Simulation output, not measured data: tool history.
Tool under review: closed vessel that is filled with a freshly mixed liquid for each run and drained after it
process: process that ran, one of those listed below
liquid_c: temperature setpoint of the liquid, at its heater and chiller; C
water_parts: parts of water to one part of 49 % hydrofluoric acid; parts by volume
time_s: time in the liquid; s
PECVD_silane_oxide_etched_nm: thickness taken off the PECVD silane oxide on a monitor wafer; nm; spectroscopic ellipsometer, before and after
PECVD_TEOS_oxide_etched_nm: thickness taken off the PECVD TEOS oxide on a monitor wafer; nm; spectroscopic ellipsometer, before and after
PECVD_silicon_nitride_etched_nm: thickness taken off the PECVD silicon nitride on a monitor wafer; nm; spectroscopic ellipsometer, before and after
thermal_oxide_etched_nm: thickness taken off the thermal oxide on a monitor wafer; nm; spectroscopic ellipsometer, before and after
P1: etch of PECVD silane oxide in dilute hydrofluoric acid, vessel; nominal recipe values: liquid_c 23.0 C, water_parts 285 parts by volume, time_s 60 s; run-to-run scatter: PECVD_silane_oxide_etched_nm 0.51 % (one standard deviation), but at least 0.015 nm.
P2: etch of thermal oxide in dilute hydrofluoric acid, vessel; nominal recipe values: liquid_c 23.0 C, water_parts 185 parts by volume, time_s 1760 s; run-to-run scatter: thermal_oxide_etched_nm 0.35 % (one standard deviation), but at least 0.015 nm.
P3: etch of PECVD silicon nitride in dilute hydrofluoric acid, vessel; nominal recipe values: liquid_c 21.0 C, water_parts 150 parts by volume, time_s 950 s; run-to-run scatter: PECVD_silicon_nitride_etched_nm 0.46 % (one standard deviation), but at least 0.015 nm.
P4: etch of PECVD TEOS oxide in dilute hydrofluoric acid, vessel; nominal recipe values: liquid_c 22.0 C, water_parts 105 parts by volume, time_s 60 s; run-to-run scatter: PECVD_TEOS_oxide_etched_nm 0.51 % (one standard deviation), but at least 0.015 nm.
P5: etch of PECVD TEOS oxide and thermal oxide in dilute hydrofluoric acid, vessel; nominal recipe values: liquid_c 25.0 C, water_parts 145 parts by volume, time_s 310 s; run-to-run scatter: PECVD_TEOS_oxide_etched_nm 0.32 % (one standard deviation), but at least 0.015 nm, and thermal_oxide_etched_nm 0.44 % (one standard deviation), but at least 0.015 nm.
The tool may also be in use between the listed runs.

run,day,process,liquid_c,water_parts,time_s,hours since the thermometer was replaced,hours since the hydrofluoric acid flow meter was replaced,PECVD_silane_oxide_etched_nm,PECVD_TEOS_oxide_etched_nm,PECVD_silicon_nitride_etched_nm,thermal_oxide_etched_nm
1,0.346,P1,23.0,285,60,860.6,890.3,6.5417,,,
2,0.546,P1,23.0,285,60,865.4,895.1,6.5076,,,
3,0.829,P4,22.0,105,60,872.2,901.9,,11.9110,,
4,1.083,P1,20.0,285,35,878.3,908.0,3.4039,,,
5,1.388,P3,21.0,150,1810,885.6,915.3,,,37.254,
6,1.721,P1,23.0,285,30,893.6,923.3,3.2606,,,
7,1.900,P3,21.0,150,950,897.9,927.6,,,19.356,
8,2.133,P1,23.0,460,60,903.5,933.2,3.4588,,,
9,2.362,P1,29.5,285,60,909.0,938.7,8.1850,,,
10,2.642,P3,21.0,150,950,915.7,945.4,,,19.557,
11,2.938,P2,31.0,185,1760,922.8,952.5,,,,50.0190
12,3.254,P2,23.0,295,1760,930.4,960.1,,,,20.9150
13,3.446,P5,25.0,145,310,935.0,964.7,,22.7410,,9.9274
14,3.758,P1,29.5,285,30,942.5,972.2,4.1055,,,
15,4.112,P3,27.5,150,950,951.0,980.7,,,29.829,
16,4.342,P4,22.0,145,60,956.5,986.2,,8.2524,,
17,4.621,P2,23.0,185,1760,963.2,992.9,,,,37.4980
18,4.879,P5,30.5,145,310,969.4,999.1,,27.9260,,11.9940
19,5.062,P2,23.0,185,1760,973.8,1003.5,,,,37.6190
20,5.271,P5,25.0,145,40,978.8,1008.5,,2.9297,,1.2629
21,5.567,P3,21.0,270,950,985.9,1015.6,,,11.040,
22,5.771,P5,25.0,220,310,990.8,1020.5,,13.7940,,6.0152
23,6.004,P4,29.0,105,60,996.4,1026.1,,15.6360,,
24,6.333,P1,17.5,285,60,1004.3,1034.0,5.2938,,,
25,6.504,P1,23.0,285,110,1008.4,1038.1,11.9400,,,
26,6.854,P1,23.0,95,60,1016.8,1046.5,24.2990,,,
27,7.233,P4,22.0,105,115,1025.9,1055.6,,22.7270,,
28,7.400,P4,22.0,105,60,1029.9,1059.6,,11.9950,,
29,7.733,P5,25.0,145,310,1037.9,1067.6,,22.6640,,9.8325
30,8.071,P1,23.0,285,60,1046.0,1075.7,6.5359,,,
31,8.367,P1,18.5,445,60,1053.1,1082.8,3.1279,,,
32,8.692,P1,23.0,285,60,1060.9,1090.6,6.6342,,,
33,9.071,P2,23.0,185,3230,1070.0,1099.7,,,,68.6920
34,9.271,P1,23.0,285,60,1074.8,1104.5,6.5260,,,
35,9.500,P1,23.0,285,60,1080.3,1110.0,6.7201,,,
36,9.842,P1,23.0,285,60,1088.5,1118.2,6.8251,,,
37,10.188,P1,23.0,285,60,1096.8,1126.5,6.8264,,,
38,10.354,P1,23.0,285,60,1100.8,1130.5,6.9373,,,
39,10.717,P1,23.0,285,60,1109.5,1139.2,7.0018,,,

For run 40, what comes out?
40,11.083,P1,23.0,285,60,1118.3,1148.0,?,,,

Run 40 produced PECVD_silane_oxide_etched_nm 6.9548 nm.

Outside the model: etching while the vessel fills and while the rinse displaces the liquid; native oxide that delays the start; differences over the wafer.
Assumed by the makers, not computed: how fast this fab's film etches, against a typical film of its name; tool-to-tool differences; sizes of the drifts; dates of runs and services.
